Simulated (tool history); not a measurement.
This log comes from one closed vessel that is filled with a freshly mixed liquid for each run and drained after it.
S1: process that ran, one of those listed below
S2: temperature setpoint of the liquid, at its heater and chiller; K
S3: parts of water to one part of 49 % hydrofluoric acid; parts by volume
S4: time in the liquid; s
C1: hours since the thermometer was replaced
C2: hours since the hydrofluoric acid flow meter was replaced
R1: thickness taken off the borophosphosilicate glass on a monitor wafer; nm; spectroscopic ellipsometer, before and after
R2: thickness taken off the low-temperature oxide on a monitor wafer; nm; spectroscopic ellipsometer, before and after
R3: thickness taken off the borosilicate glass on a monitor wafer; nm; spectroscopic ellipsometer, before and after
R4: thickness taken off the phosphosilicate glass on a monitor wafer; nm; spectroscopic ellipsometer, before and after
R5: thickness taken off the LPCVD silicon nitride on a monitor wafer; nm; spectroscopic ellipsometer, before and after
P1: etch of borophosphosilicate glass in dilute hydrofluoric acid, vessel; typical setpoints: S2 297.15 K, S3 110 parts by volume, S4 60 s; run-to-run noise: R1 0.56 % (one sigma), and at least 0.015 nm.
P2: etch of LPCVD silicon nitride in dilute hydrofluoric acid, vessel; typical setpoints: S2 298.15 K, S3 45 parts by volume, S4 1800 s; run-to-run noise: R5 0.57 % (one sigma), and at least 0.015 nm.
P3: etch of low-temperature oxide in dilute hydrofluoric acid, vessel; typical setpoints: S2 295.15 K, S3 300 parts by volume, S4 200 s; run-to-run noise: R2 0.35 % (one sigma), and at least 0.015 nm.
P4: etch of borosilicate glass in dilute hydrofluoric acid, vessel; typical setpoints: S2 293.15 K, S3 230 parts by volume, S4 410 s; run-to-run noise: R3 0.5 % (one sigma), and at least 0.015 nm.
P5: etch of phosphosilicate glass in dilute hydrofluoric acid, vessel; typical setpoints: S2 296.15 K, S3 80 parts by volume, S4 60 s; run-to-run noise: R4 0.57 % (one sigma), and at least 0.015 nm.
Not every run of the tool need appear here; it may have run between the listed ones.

run,day,S1,S2,S3,S4,C1,C2,R1,R2,R3,R4,R5
1,0.333,P1,297.15,110,60,616.7,1323.4,36.185,,,,
2,0.808,P1,297.15,110,60,628.1,1334.8,36.053,,,,
3,1.271,P3,295.15,140,200,639.2,1345.9,,24.696,,,
4,1.625,P4,300.65,230,410,647.7,1354.4,,,66.416,,
5,1.921,P5,296.15,20,60,654.8,1361.5,,,,631.14,
6,2.412,P1,304.15,195,60,666.6,1373.3,23.908,,,,
7,2.879,P1,290.15,110,60,677.8,1384.5,27.125,,,,
8,3.292,P1,297.15,195,60,687.7,1394.4,18.636,,,,
9,3.608,P3,295.15,300,385,695.3,1402,,18.994,,,
10,3.908,P1,297.15,110,60,702.5,1409.2,36.169,,,,
11,4.208,P1,297.15,110,60,709.7,1416.4,36.214,,,,
12,4.488,P1,297.15,25,60,716.4,1423.1,178.01,,,,
13,4.767,P1,297.15,110,60,723.1,1429.8,36.324,,,,
14,5.242,P1,303.15,110,60,734.5,1441.2,46.01,,,,
15,5.621,P3,302.15,300,200,743.6,1450.3,,12.576,,,
16,6.112,P2,298.15,45,1800,755.4,1462.1,,,,,24.251
17,6.412,P1,297.15,110,60,762.6,1469.3,36.298,,,,
18,6.938,P5,296.15,80,60,775.2,1481.9,,,,146.35,
19,7.396,P5,296.15,80,60,786.2,1492.9,,,,145.93,
20,7.954,P2,298.15,45,2820,799.6,1506.3,,,,,37.804
21,8.317,P2,298.15,25,1800,808.3,1515,,,,,43.117
22,8.746,P4,293.15,75,410,818.6,1525.3,,,183.24,,
23,9.242,P5,296.15,80,30,830.5,1537.2,,,,73.187,
24,9.754,P1,297.15,110,30,842.8,1549.5,18.216,,,,
25,10.121,P3,295.15,300,200,851.6,1558.3,,9.842,,,
# day 10.204: hydrofluoric acid flow meter replaced
26,10.667,P4,293.15,230,780,864.7,11.1,,,97.165,,
27,11.208,P4,293.15,230,410,877.7,24.1,,,50.817,,
28,11.5,P2,290.15,45,1800,884.7,31.1,,,,,14.033
29,11.888,P5,292.15,80,60,894,40.4,,,,124.52,
30,12.296,P1,297.15,110,95,903.8,50.2,57.411,,,,
31,12.754,P4,293.15,230,410,914.8,61.2,,,50.746,,
32,13.079,P1,297.15,110,60,922.6,69,36.532,,,,
33,13.558,P1,297.15,110,60,934.1,80.5,37.339,,,,
34,13.946,P1,297.15,110,60,943.4,89.8,37.928,,,,
35,14.367,P1,297.15,110,60,953.5,99.9,37.879,,,,
36,14.892,P1,297.15,110,60,966.1,112.5,38.474,,,,
37,15.4,P1,297.15,110,60,978.3,124.7,38.322,,,,
38,15.75,P1,297.15,110,60,986.7,133.1,38.589,,,,
39,16.162,P1,297.15,110,60,996.6,143,38.35,,,,

Predict the results of run 40:
40,16.683,P1,297.15,110,60,1009.1,155.5,?,,,,

R1: 38.576 nm
